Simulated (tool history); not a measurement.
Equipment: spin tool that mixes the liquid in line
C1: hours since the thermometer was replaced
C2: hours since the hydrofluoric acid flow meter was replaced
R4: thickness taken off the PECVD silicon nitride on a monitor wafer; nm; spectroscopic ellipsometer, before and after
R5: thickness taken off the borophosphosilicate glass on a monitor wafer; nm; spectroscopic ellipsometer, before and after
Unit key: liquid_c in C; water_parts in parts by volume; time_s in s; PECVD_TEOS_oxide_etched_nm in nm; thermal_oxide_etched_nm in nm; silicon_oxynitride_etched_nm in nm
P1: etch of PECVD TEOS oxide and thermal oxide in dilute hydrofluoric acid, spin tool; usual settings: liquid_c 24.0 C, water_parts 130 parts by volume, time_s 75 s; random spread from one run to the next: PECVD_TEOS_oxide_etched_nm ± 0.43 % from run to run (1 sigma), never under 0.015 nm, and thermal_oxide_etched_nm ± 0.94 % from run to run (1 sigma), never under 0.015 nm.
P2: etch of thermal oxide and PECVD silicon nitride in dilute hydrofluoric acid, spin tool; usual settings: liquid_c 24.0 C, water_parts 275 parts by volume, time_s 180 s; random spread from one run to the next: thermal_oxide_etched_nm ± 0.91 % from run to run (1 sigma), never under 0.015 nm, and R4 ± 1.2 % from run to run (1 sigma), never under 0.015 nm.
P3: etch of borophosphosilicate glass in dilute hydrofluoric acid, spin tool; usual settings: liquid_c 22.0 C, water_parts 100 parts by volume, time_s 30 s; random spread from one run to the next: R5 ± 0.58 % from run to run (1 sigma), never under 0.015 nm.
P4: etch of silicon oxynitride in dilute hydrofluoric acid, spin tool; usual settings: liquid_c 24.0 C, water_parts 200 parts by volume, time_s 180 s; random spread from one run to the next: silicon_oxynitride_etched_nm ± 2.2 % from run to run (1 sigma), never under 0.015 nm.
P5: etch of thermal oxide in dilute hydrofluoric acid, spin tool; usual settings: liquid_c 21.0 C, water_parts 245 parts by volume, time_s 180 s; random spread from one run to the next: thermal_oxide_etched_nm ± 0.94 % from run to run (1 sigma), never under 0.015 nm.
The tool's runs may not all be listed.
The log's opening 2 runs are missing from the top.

Run 3, hour 28.0: process P5, liquid_c 17.0 C, water_parts 245 parts by volume, time_s 180 s; C1 277.3; C2 760.1. Result: thermal_oxide_etched_nm 2.2114 nm.
Run 4, hour 40.9: process P4, liquid_c 19.5 C, water_parts 200 parts by volume, time_s 180 s; C1 290.2; C2 773.0. Result: silicon_oxynitride_etched_nm 1.01550 nm.
Run 5, hour 52.0: process P5, liquid_c 21.0 C, water_parts 245 parts by volume, time_s 300 s; C1 301.3; C2 784.1. Result: thermal_oxide_etched_nm 4.3138 nm.
Run 6, hour 64.2: process P2, liquid_c 24.0 C, water_parts 275 parts by volume, time_s 350 s; C1 313.5; C2 796.3. Result: thermal_oxide_etched_nm 4.6662 nm, R4 3.4958 nm.
Run 7, hour 73.3: process P2, liquid_c 24.0 C, water_parts 275 parts by volume, time_s 180 s; C1 322.6; C2 805.4. Result: thermal_oxide_etched_nm 2.4324 nm, R4 1.8242 nm.
Run 8, hour 81.9: process P4, liquid_c 24.0 C, water_parts 200 parts by volume, time_s 180 s; C1 331.2; C2 814.0. Result: silicon_oxynitride_etched_nm 1.30170 nm.
Run 9, hour 90.9: process P4, liquid_c 24.0 C, water_parts 200 parts by volume, time_s 85 s; C1 340.2; C2 823.0. Result: silicon_oxynitride_etched_nm 0.60429 nm.
Run 10, hour 101.9: process P1, liquid_c 24.0 C, water_parts 130 parts by volume, time_s 75 s; C1 351.2; C2 834.0. Result: PECVD_TEOS_oxide_etched_nm 8.6910 nm, thermal_oxide_etched_nm 2.6018 nm.
Run 11, hour 110.0: process P1, liquid_c 24.0 C, water_parts 130 parts by volume, time_s 75 s; C1 359.3; C2 842.1. Result: PECVD_TEOS_oxide_etched_nm 8.7463 nm, thermal_oxide_etched_nm 2.6433 nm.
Run 12, hour 122.3: process P3, liquid_c 22.0 C, water_parts 100 parts by volume, time_s 30 s; C1 371.6; C2 854.4. Result: R5 10.7010 nm.
Run 13, hour 128.3: process P2, liquid_c 24.0 C, water_parts 275 parts by volume, time_s 180 s; C1 377.6; C2 860.4. Result: thermal_oxide_etched_nm 2.4638 nm, R4 1.8388 nm.
Run 14, hour 135.7: process P1, liquid_c 24.0 C, water_parts 55 parts by volume, time_s 40 s; C1 385.0; C2 867.8. Result: PECVD_TEOS_oxide_etched_nm 12.0830 nm, thermal_oxide_etched_nm 3.6350 nm.
Run 15, hour 142.7: process P5, liquid_c 21.0 C, water_parts 245 parts by volume, time_s 180 s; C1 392.0; C2 874.8. Result: thermal_oxide_etched_nm 2.6055 nm.
Run 16, hour 150.3: process P1, liquid_c 17.5 C, water_parts 130 parts by volume, time_s 75 s; C1 399.6; C2 882.4. Result: PECVD_TEOS_oxide_etched_nm 6.7197 nm, thermal_oxide_etched_nm 2.0530 nm.
Run 17, hour 159.6: process P2, liquid_c 24.0 C, water_parts 165 parts by volume, time_s 180 s; C1 408.9; C2 891.7. Result: thermal_oxide_etched_nm 4.5259 nm, R4 3.0145 nm.
Run 18, hour 168.5: process P1, liquid_c 24.0 C, water_parts 215 parts by volume, time_s 75 s; C1 417.8; C2 900.6. Result: PECVD_TEOS_oxide_etched_nm 4.8229 nm, thermal_oxide_etched_nm 1.4531 nm.
Run 19, hour 178.7: process P2, liquid_c 17.0 C, water_parts 275 parts by volume, time_s 180 s; C1 428.0; C2 910.8. Result: thermal_oxide_etched_nm 1.9247 nm, R4 1.1614 nm.
Run 20, hour 186.0: process P1, liquid_c 24.0 C, water_parts 130 parts by volume, time_s 115 s; C1 435.3; C2 918.1. Result: PECVD_TEOS_oxide_etched_nm 13.4760 nm, thermal_oxide_etched_nm 3.9978 nm.
Run 21, hour 192.1: process P4, liquid_c 24.0 C, water_parts 200 parts by volume, time_s 180 s; C1 441.4; C2 924.2. Result: silicon_oxynitride_etched_nm 1.25070 nm.
Run 22, hour 199.7: process P4, liquid_c 24.0 C, water_parts 300 parts by volume, time_s 180 s; C1 449.0; C2 931.8. Result: silicon_oxynitride_etched_nm 0.77974 nm.
Run 23, hour 209.3: process P5, liquid_c 21.0 C, water_parts 85 parts by volume, time_s 180 s; C1 458.6; C2 941.4. Result: thermal_oxide_etched_nm 8.6382 nm.
Run 24, hour 220.2: process P1, liquid_c 24.0 C, water_parts 60 parts by volume, time_s 75 s; C1 469.5; C2 952.3. Result: PECVD_TEOS_oxide_etched_nm 20.5870 nm, thermal_oxide_etched_nm 6.0515 nm.
Run 25, hour 225.8: process P3, liquid_c 22.0 C, water_parts 150 parts by volume, time_s 30 s; C1 475.1; C2 957.9. Result: R5 6.6647 nm.
Run 26, hour 233.4: process P3, liquid_c 18.0 C, water_parts 100 parts by volume, time_s 30 s; C1 482.7; C2 965.5. Result: R5 8.9780 nm.
Run 27, hour 245.7: process P3, liquid_c 22.0 C, water_parts 100 parts by volume, time_s 15 s; C1 495.0; C2 977.8. Result: R5 5.2985 nm.

Forecast run 28:
Run 28, hour 254.2: process P1, liquid_c 32.0 C, water_parts 130 parts by volume, time_s 75 s; C1 503.5; C2 986.3. Result: PECVD_TEOS_oxide_etched_nm ?, thermal_oxide_etched_nm ?.

PECVD_TEOS_oxide_etched_nm: 11.8530 nm
thermal_oxide_etched_nm: 3.5458 nm
